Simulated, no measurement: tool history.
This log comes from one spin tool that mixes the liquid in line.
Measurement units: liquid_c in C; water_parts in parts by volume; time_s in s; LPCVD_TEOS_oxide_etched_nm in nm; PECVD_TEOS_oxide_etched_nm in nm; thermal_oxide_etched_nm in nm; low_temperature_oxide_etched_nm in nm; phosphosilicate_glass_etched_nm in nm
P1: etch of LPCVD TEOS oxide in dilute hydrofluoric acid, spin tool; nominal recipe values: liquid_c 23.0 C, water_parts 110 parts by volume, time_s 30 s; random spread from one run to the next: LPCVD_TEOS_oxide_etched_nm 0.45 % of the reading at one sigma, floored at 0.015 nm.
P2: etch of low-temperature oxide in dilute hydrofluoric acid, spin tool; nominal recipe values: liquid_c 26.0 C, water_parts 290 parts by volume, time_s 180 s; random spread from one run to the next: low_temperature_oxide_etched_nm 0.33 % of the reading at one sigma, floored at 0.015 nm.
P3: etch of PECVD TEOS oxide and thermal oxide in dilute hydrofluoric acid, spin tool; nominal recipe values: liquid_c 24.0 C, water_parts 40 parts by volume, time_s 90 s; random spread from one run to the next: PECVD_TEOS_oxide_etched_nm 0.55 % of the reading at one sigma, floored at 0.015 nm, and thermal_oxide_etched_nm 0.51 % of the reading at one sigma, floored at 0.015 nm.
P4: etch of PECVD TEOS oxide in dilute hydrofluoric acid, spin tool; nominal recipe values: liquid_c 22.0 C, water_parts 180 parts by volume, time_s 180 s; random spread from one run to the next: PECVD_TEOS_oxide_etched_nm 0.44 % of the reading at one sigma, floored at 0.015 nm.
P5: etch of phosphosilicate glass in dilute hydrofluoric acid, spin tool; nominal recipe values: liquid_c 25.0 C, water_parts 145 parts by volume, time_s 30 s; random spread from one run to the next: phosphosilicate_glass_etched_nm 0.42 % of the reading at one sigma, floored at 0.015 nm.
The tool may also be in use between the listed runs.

run,hour,process,liquid_c,water_parts,time_s,hours since the thermometer was replaced,hours since the hydrofluoric acid flow meter was replaced,LPCVD_TEOS_oxide_etched_nm,PECVD_TEOS_oxide_etched_nm,thermal_oxide_etched_nm,low_temperature_oxide_etched_nm,phosphosilicate_glass_etched_nm
1,11.7,P1,23.0,110,30,1189.3,201.7,7.5634,,,,
2,28.6,P1,30.0,110,30,1206.2,218.6,10.0500,,,,
3,42.1,P1,23.0,110,30,1219.7,232.1,7.7035,,,,
4,57.6,P3,24.0,40,90,1235.2,247.6,,56.4490,11.900,,
5,67.5,P4,18.0,180,180,1245.1,257.5,,11.0550,,,
6,81.6,P4,22.0,180,15,1259.2,271.6,,1.0753,,,
7,89.6,P4,22.0,255,180,1267.2,279.6,,8.4252,,,
8,101.8,P1,23.0,200,30,1279.4,291.8,3.8477,,,,
9,111.6,P1,23.0,170,60,1289.2,301.6,9.3257,,,,
10,122.7,P1,29.5,75,30,1300.3,312.7,15.2110,,,,
11,130.4,P2,26.0,290,180,1308.0,320.4,,,,12.978,
12,138.2,P1,23.0,110,30,1315.8,328.2,7.6574,,,,
13,146.4,P3,24.0,40,135,1324.0,336.4,,84.4840,17.619,,
14,160.1,P2,26.0,70,180,1337.7,350.1,,,,69.772,
15,172.4,P1,23.0,110,30,1350.0,362.4,7.6273,,,,
16,184.4,P1,23.0,110,50,1362.0,374.4,12.6860,,,,
17,201.5,P2,26.0,290,320,1379.1,391.5,,,,23.201,
18,212.9,P5,29.5,145,30,1390.5,402.9,,,,,25.534
19,226.0,P4,22.0,180,180,1403.6,416.0,,12.7930,,,
20,233.8,P3,24.0,20,90,1411.4,423.8,,116.7100,24.250,,
21,241.9,P3,24.0,40,90,1419.5,431.9,,56.3600,11.827,,
22,259.1,P2,34.0,290,180,1436.7,449.1,,,,16.981,
23,274.6,P2,26.0,290,180,1452.2,464.6,,,,13.038,
24,286.6,P5,25.0,260,30,1464.2,476.6,,,,,10.639

Expected results for the next run?
25,298.2,P1,23.0,45,45,1475.8,488.2,?,,,,

Run 25 yielded LPCVD_TEOS_oxide_etched_nm 30.4730 nm.

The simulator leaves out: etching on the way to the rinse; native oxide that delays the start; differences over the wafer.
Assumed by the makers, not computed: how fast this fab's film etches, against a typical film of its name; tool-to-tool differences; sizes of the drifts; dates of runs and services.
